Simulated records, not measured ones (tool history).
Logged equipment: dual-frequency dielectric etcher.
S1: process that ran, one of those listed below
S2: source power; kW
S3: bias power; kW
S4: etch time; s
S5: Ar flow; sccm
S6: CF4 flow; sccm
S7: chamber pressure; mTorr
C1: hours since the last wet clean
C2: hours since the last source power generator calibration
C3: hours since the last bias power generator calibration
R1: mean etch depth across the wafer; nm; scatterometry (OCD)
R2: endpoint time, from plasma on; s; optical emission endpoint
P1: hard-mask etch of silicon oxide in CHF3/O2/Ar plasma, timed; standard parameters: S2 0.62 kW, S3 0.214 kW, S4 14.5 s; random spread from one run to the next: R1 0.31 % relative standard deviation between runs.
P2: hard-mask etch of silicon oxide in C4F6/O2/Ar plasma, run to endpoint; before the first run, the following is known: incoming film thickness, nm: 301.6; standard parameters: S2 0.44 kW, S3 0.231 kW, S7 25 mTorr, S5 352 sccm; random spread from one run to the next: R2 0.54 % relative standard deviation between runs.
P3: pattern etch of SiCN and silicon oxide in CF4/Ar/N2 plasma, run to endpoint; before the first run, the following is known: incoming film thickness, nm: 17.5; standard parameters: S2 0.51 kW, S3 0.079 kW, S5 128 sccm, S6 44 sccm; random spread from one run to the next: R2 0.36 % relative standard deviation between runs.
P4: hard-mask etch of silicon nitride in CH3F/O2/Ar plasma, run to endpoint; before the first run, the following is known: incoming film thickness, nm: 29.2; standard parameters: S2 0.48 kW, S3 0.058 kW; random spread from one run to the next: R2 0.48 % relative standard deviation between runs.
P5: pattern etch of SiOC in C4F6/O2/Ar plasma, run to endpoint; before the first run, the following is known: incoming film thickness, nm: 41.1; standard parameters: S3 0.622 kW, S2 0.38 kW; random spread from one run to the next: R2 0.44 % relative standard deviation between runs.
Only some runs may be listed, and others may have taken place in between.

run   hour  S1    S2     S3    S4   S5  S6    S7     C1     C2     C3      R1      R2
  1    4.2  P1  0.62  0.214  14.5                 343.6    437  620.4  30.753
  2   10.2  P1  0.62  0.214  14.5                 349.6    443  626.4  30.835
  3   16.4  P1  0.62  0.214  14.5                 355.8  449.2  632.6  30.765
  4   20.2  P5  0.38  0.847                       359.6    453  636.4          11.757
  5   24.3  P3  0.31  0.079        128  44        363.7  457.1  640.5          30.356
  6     31  P1  0.62  0.214  14.5                 370.4  463.8  647.2  30.884
  7   35.8  P1  0.62  0.214    10                 375.2  468.6    652  21.062
  8   43.4  P1  0.62  0.285  14.5                 382.8  476.2  659.6  34.055
  9   51.9  P3  0.51  0.079        160  44        391.3  484.7  668.1          20.438
 10   57.4  P3  0.51  0.046        128  44        396.8  490.2  673.6          24.022
 11   61.2  P1  0.62  0.214  14.5                 400.6    494  677.4  30.746
 12   67.2  P2  0.44  0.167        352        25  406.6    500  683.4          94.129
 13     75  P2  0.44  0.231        352      30.5  414.4  507.8  691.2          86.482
      75.6  -- bias power generator calibrated
 14   82.3  P3  0.51  0.079        128  44        421.7  515.1    6.8          19.672
 15   86.4  P2  0.44  0.231        352        25  425.8  519.2   10.9          84.811
 16   91.8  P4  0.48  0.041                       431.2  524.6   16.3          46.271
 17   97.9  P1  0.62  0.214  14.5                 437.3  530.7   22.4  30.837
 18  104.8  P1  0.62  0.135  18.5                 444.2  537.6   29.3  33.832
 19  113.2  P1  0.62  0.214  14.5                 452.6    546   37.7  30.809
 20  119.9  P1  0.62  0.124  14.5                 459.3  552.7   44.4  25.808
 21  124.3  P5  0.38  0.622                       463.7  557.1   48.8           13.27
 22  130.4  P4  0.48  0.058                       469.8  563.2   54.9          41.901
 23  136.6  P3  0.51  0.079        128  52          476  569.4   61.1          19.139
 24    143  P1   0.5  0.214  14.5                 482.4  575.8   67.5  28.369
 25  149.7  P5  0.27  0.622                       489.1  582.5   74.2           15.03
 26  155.9  P4  0.29  0.058                       495.3  588.7   80.4          50.794
 27  161.2  P1  0.44  0.214  19.5                 500.6    594   85.7  36.134
 28  167.2  P1  0.87  0.214  14.5                 506.6    600   91.7  34.865
 29  171.3  P2  0.44  0.231        352        25  510.7  604.1   95.8          84.978
 30  176.7  P2  0.44  0.231        272        25  516.1  609.5  101.2          83.004
 31  181.5  P3  0.51  0.079        128  44        520.9  614.3    106          19.632

What will run 32 give?
 32   190  P2  0.26  0.231      352      25  529.4  622.8  114.5       ?

R2: 104.33 s
